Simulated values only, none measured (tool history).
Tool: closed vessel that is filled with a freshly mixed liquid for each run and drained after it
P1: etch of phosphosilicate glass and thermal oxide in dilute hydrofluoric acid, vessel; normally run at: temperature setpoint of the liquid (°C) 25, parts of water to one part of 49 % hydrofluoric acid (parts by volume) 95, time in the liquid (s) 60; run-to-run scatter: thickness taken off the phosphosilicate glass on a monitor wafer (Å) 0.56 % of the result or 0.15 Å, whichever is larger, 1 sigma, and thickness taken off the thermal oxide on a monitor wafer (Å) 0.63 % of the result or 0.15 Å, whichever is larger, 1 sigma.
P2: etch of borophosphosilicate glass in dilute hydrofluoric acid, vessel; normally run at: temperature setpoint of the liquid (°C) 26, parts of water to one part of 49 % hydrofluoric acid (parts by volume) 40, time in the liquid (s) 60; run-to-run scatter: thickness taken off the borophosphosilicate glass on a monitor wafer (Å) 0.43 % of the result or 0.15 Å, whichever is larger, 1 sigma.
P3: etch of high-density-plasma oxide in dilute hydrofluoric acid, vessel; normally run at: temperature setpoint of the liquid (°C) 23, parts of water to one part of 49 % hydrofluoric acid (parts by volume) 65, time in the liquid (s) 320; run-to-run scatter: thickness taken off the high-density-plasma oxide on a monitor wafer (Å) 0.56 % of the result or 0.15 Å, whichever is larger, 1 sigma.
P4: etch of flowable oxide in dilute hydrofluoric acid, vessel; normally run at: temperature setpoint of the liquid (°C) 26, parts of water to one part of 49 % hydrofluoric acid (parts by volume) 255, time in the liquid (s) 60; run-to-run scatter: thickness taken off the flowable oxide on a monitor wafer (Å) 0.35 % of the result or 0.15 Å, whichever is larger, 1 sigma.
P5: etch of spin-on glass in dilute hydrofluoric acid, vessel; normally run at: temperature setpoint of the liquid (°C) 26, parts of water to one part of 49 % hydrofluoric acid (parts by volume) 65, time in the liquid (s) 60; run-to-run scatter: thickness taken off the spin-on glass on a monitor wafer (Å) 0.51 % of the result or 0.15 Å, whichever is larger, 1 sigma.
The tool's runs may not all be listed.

run,hour,process that ran,temperature setpoint of the liquid (°C),parts of water to one part of 49 % hydrofluoric acid (parts by volume),time in the liquid (s),thickness taken off the phosphosilicate glass on a monitor wafer (Å),thickness taken off the thermal oxide on a monitor wafer (Å),thickness taken off the borophosphosilicate glass on a monitor wafer (Å),thickness taken off the spin-on glass on a monitor wafer (Å),thickness taken off the flowable oxide on a monitor wafer (Å),thickness taken off the high-density-plasma oxide on a monitor wafer (Å)
1,7.4,P1,25,95,60,903.55,32.264,,,,
2,15.3,P1,25,150,60,539.2,19.441,,,,
3,20.1,P2,31,40,60,,,747.83,,,
4,25.2,P1,29,95,100,1790,62.49,,,,
5,32.2,P2,26,40,60,,,616.32,,,
6,39.7,P5,26,25,60,,,,1234.8,,
7,46.8,P1,25,95,60,906.24,32.821,,,,
8,54,P2,26,20,60,,,1259.9,,,
9,58.8,P1,25,95,30,455.19,16.279,,,,
10,67.1,P5,26,65,60,,,,448.8,,
11,75.5,P4,26,255,60,,,,,145.36,
12,79.9,P4,26,255,30,,,,,72.637,
13,86.8,P5,17.5,65,60,,,,315.8,,
14,90.7,P3,23,65,320,,,,,,477.39
15,98.2,P3,23,65,130,,,,,,193.54
16,102.4,P2,26,40,105,,,1067.6,,,
17,107.1,P1,25,95,90,1354.9,48.007,,,,
18,110.8,P1,25,95,60,918.71,32.221,,,,
19,118.9,P4,26,460,60,,,,,66.509,
20,122.8,P4,19.5,255,60,,,,,114.71,
21,126.9,P3,23,110,320,,,,,,266.4
22,130.6,P1,18,95,60,681.79,24.49,,,,
23,135.9,P1,25,95,60,910.54,32.784,,,,
24,144.1,P1,25,95,60,908.83,32.601,,,,

Forecast run 25:
25,151.3,P5,26,65,60,,,,?,,

Run 25 gave thickness taken off the spin-on glass on a monitor wafer (Å) 448.93.
